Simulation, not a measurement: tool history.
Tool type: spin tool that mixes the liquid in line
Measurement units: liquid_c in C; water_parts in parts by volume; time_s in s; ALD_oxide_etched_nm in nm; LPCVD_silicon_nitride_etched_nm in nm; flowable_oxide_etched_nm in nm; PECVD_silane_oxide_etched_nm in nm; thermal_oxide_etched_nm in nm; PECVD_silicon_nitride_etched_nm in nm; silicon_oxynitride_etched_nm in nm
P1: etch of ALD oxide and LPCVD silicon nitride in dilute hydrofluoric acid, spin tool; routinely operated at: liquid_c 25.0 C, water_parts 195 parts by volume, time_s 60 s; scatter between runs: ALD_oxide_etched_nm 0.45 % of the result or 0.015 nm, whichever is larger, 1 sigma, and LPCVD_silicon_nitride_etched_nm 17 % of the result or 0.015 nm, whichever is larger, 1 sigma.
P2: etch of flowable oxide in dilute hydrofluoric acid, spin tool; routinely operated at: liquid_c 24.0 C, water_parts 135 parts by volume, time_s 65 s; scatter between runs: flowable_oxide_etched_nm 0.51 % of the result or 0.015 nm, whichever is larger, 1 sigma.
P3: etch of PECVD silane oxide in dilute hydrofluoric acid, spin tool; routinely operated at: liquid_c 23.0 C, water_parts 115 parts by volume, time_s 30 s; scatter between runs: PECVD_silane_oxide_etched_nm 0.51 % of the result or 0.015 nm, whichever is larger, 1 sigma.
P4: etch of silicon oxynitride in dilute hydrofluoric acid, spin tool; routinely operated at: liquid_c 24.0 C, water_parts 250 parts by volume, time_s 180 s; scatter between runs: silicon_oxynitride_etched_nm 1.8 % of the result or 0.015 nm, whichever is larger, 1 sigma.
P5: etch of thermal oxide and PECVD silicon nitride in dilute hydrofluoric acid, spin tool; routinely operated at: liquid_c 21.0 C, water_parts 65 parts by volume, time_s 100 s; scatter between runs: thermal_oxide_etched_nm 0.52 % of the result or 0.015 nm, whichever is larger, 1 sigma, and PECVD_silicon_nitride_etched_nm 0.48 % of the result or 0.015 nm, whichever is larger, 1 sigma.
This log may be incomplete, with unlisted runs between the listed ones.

| run | hour | process | liquid_c | water_parts | time_s | hours since the thermometer was replaced | hours since the hydrofluoric acid flow meter was replaced | ALD_oxide_etched_nm | LPCVD_silicon_nitride_etched_nm | flowable_oxide_etched_nm | PECVD_silane_oxide_etched_nm | thermal_oxide_etched_nm | PECVD_silicon_nitride_etched_nm | silicon_oxynitride_etched_nm |
|---|---|---|---|---|---|---|---|---|---|---|---|---|---|---|
| 1 | 8.9 | P1 | 25.0 | 195 | 60 | 2030.4 | 832.9 | 4.8843 | 0.146890 |  |  |  |  |  |
| 2 | 20.8 | P1 | 25.0 | 195 | 60 | 2042.3 | 844.8 | 4.9058 | 0.181620 |  |  |  |  |  |
| 3 | 34.5 | P2 | 24.0 | 135 | 65 | 2056.0 | 858.5 |  |  | 24.151 |  |  |  |  |
| 4 | 46.2 | P3 | 23.0 | 35 | 30 | 2067.7 | 870.2 |  |  |  | 43.3950 |  |  |  |
| 5 | 56.8 | P1 | 25.0 | 330 | 60 | 2078.3 | 880.8 | 2.5460 | 0.063281 |  |  |  |  |  |
| 6 | 66.4 | P3 | 23.0 | 115 | 30 | 2087.9 | 890.4 |  |  |  | 11.9480 |  |  |  |
| 7 | 76.4 | P3 | 23.0 | 115 | 60 | 2097.9 | 900.4 |  |  |  | 24.1480 |  |  |  |
| 8 | 86.8 | P1 | 17.0 | 195 | 60 | 2108.3 | 910.8 | 3.6088 | 0.122590 |  |  |  |  |  |
| 9 | 94.9 | P3 | 17.0 | 115 | 30 | 2116.4 | 918.9 |  |  |  | 9.3415 |  |  |  |
| 10 | 107.1 | P1 | 25.0 | 60 | 60 | 2128.6 | 931.1 | 18.8420 | 0.265410 |  |  |  |  |  |
| 11 | 113.7 | P5 | 21.0 | 65 | 100 | 2135.2 | 937.7 |  |  |  |  | 6.9394 | 5.9459 |  |
| 12 | 124.2 | P2 | 24.0 | 135 | 95 | 2145.7 | 948.2 |  |  | 35.119 |  |  |  |  |
| 13 | 135.0 | P5 | 21.0 | 65 | 195 | 2156.5 | 959.0 |  |  |  |  | 13.4220 | 11.6270 |  |
| 14 | 143.2 | P1 | 25.0 | 60 | 110 | 2164.7 | 967.2 | 34.6750 | 1.067000 |  |  |  |  |  |
| 15 | 149.7 | P1 | 25.0 | 195 | 60 | 2171.2 | 973.7 | 4.9586 | 0.114950 |  |  |  |  |  |
| 16 | 156.4 | P1 | 30.5 | 195 | 60 | 2177.9 | 980.4 | 5.9687 | 0.109840 |  |  |  |  |  |
| 17 | 164.6 | P1 | 25.0 | 195 | 95 | 2186.1 | 988.6 | 7.7956 | 0.228150 |  |  |  |  |  |
| 18 | 173.2 | P1 | 25.0 | 195 | 30 | 2194.7 | 997.2 | 2.4929 | 0.079534 |  |  |  |  |  |
| 19 | 179.3 | P4 | 24.0 | 430 | 180 | 2200.8 | 1003.3 |  |  |  |  |  |  | 0.63305 |
| 20 | 193.2 | P4 | 24.0 | 250 | 180 | 2214.7 | 1017.2 |  |  |  |  |  |  | 1.16750 |
| 21 | 200.2 | P4 | 24.0 | 250 | 35 | 2221.7 | 1024.2 |  |  |  |  |  |  | 0.22440 |
| 22 | 212.9 | P3 | 23.0 | 115 | 30 | 2234.4 | 1036.9 |  |  |  | 11.9670 |  |  |  |

Run 23, settings as shown, results not yet in. Your forecast:
| 23 | 219.8 | P1 | 25.0 | 195 | 60 | 2241.3 | 1043.8 | ? | ? |  |  |  |  |  |

Logged for run 23: ALD_oxide_etched_nm 4.9331 nm, LPCVD_silicon_nitride_etched_nm 0.187150 nm.
